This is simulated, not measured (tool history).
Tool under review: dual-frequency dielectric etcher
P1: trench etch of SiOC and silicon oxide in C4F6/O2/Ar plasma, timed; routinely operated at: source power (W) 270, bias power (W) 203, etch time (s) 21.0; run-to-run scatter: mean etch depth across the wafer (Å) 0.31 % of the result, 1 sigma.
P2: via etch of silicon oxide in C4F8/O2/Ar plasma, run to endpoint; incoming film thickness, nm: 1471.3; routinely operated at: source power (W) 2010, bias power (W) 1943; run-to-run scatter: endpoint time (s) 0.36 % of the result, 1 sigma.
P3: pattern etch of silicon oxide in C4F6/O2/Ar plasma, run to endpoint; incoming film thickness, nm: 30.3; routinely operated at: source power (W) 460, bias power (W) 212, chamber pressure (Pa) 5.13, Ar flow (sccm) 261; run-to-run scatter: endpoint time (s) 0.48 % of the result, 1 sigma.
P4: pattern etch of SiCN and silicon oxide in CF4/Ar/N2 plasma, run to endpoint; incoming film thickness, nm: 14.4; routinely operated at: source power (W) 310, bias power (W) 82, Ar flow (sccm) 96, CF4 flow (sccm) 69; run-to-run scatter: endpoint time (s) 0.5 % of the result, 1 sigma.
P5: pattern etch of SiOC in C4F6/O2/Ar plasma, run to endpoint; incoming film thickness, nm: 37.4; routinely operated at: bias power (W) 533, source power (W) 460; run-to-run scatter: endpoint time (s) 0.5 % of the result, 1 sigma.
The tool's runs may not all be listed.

run,hour,process that ran,source power (W),bias power (W),etch time (s),Ar flow (sccm),CF4 flow (sccm),chamber pressure (Pa),hours since the last wet clean,hours since the last source power generator calibration,hours since the last bias power generator calibration,mean etch depth across the wafer (Å),endpoint time (s)
1,12.5,P1,270,203,21.0,,,,101.3,1073.2,1136.7,368.58,
2,24.4,P5,460,533,,,,,113.2,1085.1,1148.6,,11.7280
3,35.1,P4,310,82,,96,90,,123.9,1095.8,1159.3,,20.6390
4,44.6,P1,270,203,21.0,,,,133.4,1105.3,1168.8,367.21,
5,57.4,P2,2010,2549,,,,,146.2,1118.1,1181.6,,270.6600
6,69.3,P1,270,203,21.0,,,,158.1,1130.0,1193.5,369.24,
7,79.2,P1,390,203,21.0,,,,168.0,1139.9,1203.4,425.25,
8,88.0,P4,310,82,,96,69,,176.8,1148.7,1212.2,,21.4330
9,101.6,P5,270,533,,,,,190.4,1162.3,1225.8,,14.4840
10,108.6,P1,270,203,15.5,,,,197.4,1169.3,1232.8,271.27,
11,118.2,P3,460,212,,261,,5.13,207.0,1178.9,1242.4,,8.7811
12,127.0,P1,270,162,21.0,,,,215.8,1187.7,1251.2,339.72,
13,133.4,P2,2840,1943,,,,,222.2,1194.1,1257.6,,257.2300
14,145.6,P5,460,723,,,,,234.4,1206.3,1269.8,,10.5000
15,156.7,P2,2010,1943,,,,,245.5,1217.4,1280.9,,294.4600
16,170.2,P4,310,82,,96,69,,259.0,1230.9,1294.4,,21.2490
17,178.7,P3,640,212,,261,,5.13,267.5,1239.4,1302.9,,7.6761
18,189.5,P1,190,203,21.0,,,,278.3,1250.2,1313.7,322.04,
19,202.5,P4,310,82,,72,69,,291.3,1263.2,1326.7,,20.5540
20,213.4,P3,460,212,,261,,3.73,302.2,1274.1,1337.6,,8.4624
21,227.0,P4,310,54,,96,69,,315.8,1287.7,1351.2,,24.5460

Run 22 has not been measured yet. What should we expect?
22,235.6,P3,460,148,,261,,5.13,324.4,1296.3,1359.8,,?

{"run 22": {"endpoint time (s)": 9.8796}}
